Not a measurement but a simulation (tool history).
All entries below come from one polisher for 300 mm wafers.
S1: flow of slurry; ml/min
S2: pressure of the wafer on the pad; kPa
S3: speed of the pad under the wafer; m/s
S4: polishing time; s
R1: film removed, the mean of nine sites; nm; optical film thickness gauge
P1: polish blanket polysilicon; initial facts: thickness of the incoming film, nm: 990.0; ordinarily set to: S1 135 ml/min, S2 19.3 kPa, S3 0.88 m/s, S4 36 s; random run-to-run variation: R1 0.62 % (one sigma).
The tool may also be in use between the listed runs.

run,day,S1,S2,S3,S4,R1
1,0.342,135,19.3,0.88,36,276.88
2,0.721,135,19.3,0.88,36,278.37
3,0.975,135,19.3,0.88,36,277.05
4,1.358,135,19.3,0.88,36,278.24
5,1.779,195,19.3,0.88,36,294.34
6,2.217,135,11.7,1.1,36,210.63
7,2.454,80,19.3,0.88,36,242.72
8,2.667,135,19.3,1.38,36,435.91
9,2.967,135,9,0.88,36,128.47
10,3.171,135,19.3,0.88,17,130.76
11,3.379,135,19.3,0.4,36,125.07
12,3.588,135,19.3,0.88,54,414.48
13,3.796,135,19.3,0.88,36,278.84
14,4.254,135,27.6,1.08,36,480.02
15,4.575,135,31,0.88,36,444.89
16,4.996,80,19.3,1.08,36,298.81
17,5.392,135,19.3,0.88,36,274.09
18,5.779,135,19.3,0.88,36,278.46
19,6.112,135,19.3,0.88,36,268.08
20,6.338,135,19.3,0.88,36,263.87
21,6.729,135,19.3,0.88,36,260.53
22,6.967,135,19.3,0.88,36,257.11
23,7.217,135,19.3,0.88,36,253.35
# day 7.358: head pressure recalibrated
24,7.525,135,19.3,0.88,36,254.83
25,7.746,135,19.3,0.88,36,258.08
26,8.204,135,19.3,0.88,36,255.04
27,8.667,135,19.3,0.88,36,255.18
28,8.979,135,19.3,0.88,36,255.8

What P1 gives has crept off from where it sat before. The 2 causes that follow fit the log equally well, each at the size noted:
A: removal rate lost through wear of the pad, % = 8.06
B: slurry flow missing at the pad, % = 31
Creep in the process output first set in at about day 5.779.
Each remaining cause and why it is not a fit:
head's pressure below its setpoint, %: work on it at day 7.358, done after the drift set in, did not restore what the process gave before

Question marks stand in for the results of the 4 check runs listed below, each run on one wafer. Under which run would the listed causes show clearly different results?
check 1,9.292,80,19.3,0.88,36,?
check 2,9.292,135,13.1,0.88,54,?
check 3,9.292,135,19.3,1.36,45,?
check 4,9.292,135,19.3,1.22,36,?

If the cause were each of the candidates in turn, the checks would give the following:
check,result,if A,if B
check 1,R1,223.72,213.26
check 2,R1,258.66,258.63
check 3,R1,490.92,490.87
check 4,R1,352.31,352.27
Per check, the gap between the least separated pair of causes, taken in the result that splits them most: check 1 4.79 %; check 2 0.01 %; check 3 0.01 %; check 4 0.01 %
Only in check 1 would the causes give clearly different results; in the remaining checks their results would be nearly the same.

The results of check 1 are: R1 222.8 nm. Based on these, which of the listed causes is it?

Of the candidate causes, it is A: removal rate lost through wear of the pad, %.

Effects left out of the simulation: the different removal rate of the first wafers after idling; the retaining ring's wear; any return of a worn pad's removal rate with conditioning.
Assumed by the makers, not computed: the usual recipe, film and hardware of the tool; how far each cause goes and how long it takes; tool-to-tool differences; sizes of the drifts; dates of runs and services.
